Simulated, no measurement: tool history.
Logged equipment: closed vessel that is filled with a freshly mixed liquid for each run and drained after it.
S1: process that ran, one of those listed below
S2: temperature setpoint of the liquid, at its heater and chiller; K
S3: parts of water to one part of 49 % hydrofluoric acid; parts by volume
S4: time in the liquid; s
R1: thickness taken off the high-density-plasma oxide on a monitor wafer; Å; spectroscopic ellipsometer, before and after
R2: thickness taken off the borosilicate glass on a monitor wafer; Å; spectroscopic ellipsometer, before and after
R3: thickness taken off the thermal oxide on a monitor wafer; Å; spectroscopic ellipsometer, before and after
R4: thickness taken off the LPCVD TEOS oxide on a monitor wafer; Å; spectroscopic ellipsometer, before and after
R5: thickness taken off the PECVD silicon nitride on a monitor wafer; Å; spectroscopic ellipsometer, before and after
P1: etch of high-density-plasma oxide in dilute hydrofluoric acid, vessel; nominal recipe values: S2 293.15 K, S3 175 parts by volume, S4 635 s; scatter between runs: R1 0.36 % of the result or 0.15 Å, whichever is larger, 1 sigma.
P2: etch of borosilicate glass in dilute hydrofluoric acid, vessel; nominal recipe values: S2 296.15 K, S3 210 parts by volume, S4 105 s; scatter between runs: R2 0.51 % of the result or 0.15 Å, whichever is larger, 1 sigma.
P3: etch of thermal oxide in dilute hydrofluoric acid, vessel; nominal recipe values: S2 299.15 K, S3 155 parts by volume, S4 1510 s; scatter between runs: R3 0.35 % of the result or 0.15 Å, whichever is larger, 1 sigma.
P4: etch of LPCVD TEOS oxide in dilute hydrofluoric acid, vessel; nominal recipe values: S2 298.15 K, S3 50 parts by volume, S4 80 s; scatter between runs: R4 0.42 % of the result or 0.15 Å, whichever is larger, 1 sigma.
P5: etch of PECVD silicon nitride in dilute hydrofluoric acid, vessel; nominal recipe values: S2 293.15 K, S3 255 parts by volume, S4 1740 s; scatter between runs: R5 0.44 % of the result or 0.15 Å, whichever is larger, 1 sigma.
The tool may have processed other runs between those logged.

Run 1, hour 10.1: S1 P1, S2 293.15 K, S3 175 parts by volume, S4 635 s. Result: R1 230.63 Å.
Run 2, hour 23: S1 P2, S2 290.15 K, S3 210 parts by volume, S4 105 s. Result: R2 99.417 Å.
Run 3, hour 37.8: S1 P1, S2 293.15 K, S3 300 parts by volume, S4 240 s. Result: R1 45.076 Å.
Run 4, hour 48.3: S1 P1, S2 293.15 K, S3 25 parts by volume, S4 635 s. Result: R1 1890.7 Å.
Run 5, hour 57.9: S1 P1, S2 297.65 K, S3 175 parts by volume, S4 635 s. Result: R1 273.36 Å.
Run 6, hour 73.2: S1 P2, S2 296.15 K, S3 210 parts by volume, S4 50 s. Result: R2 59.328 Å.
Run 7, hour 83.8: S1 P1, S2 293.15 K, S3 255 parts by volume, S4 1235 s. Result: R1 282.27 Å.
Run 8, hour 94.9: S1 P1, S2 293.15 K, S3 175 parts by volume, S4 1075 s. Result: R1 389.06 Å.
Run 9, hour 102.5: S1 P3, S2 299.15 K, S3 155 parts by volume, S4 1510 s. Result: R3 476.57 Å.
Run 10, hour 113.8: S1 P3, S2 299.15 K, S3 55 parts by volume, S4 1510 s. Result: R3 1534.3 Å.
Run 11, hour 120.6: S1 P4, S2 298.15 K, S3 50 parts by volume, S4 80 s. Result: R4 538.74 Å.
Run 12, hour 129.1: S1 P5, S2 293.15 K, S3 255 parts by volume, S4 225 s. Result: R5 38.707 Å.
Run 13, hour 136.7: S1 P5, S2 290.15 K, S3 255 parts by volume, S4 1740 s. Result: R5 249.35 Å.
Run 14, hour 151.4: S1 P4, S2 290.15 K, S3 50 parts by volume, S4 80 s. Result: R4 383.85 Å.
Run 15, hour 164.7: S1 P1, S2 293.15 K, S3 175 parts by volume, S4 330 s. Result: R1 119.69 Å.
Run 16, hour 171.7: S1 P3, S2 299.15 K, S3 155 parts by volume, S4 2420 s. Result: R3 760.27 Å.
Run 17, hour 181: S1 P1, S2 293.15 K, S3 175 parts by volume, S4 635 s. Result: R1 230.7 Å.
Run 18, hour 195.6: S1 P5, S2 293.15 K, S3 255 parts by volume, S4 1740 s. Result: R5 301.39 Å.
Run 19, hour 206.2: S1 P2, S2 296.15 K, S3 310 parts by volume, S4 105 s. Result: R2 77.602 Å.
Run 20, hour 220.1: S1 P5, S2 293.15 K, S3 90 parts by volume, S4 1740 s. Result: R5 830.83 Å.
Run 21, hour 234.2: S1 P3, S2 295.15 K, S3 155 parts by volume, S4 1510 s. Result: R3 407.22 Å.
Run 22, hour 246.8: S1 P1, S2 290.15 K, S3 175 parts by volume, S4 635 s. Result: R1 203.54 Å.
Run 23, hour 257.5: S1 P2, S2 296.15 K, S3 210 parts by volume, S4 105 s. Result: R2 123.75 Å.
Run 24, hour 268.8: S1 P1, S2 293.15 K, S3 175 parts by volume, S4 635 s. Result: R1 230.55 Å.
Run 25, hour 278.7: S1 P1, S2 293.15 K, S3 295 parts by volume, S4 635 s. Result: R1 122.07 Å.

For run 26, what comes out?
Run 26, hour 290.2: S1 P1, S2 293.15 K, S3 175 parts by volume, S4 635 s. Result: R1 ?.

Run 26 gave R1 228.8 Å.
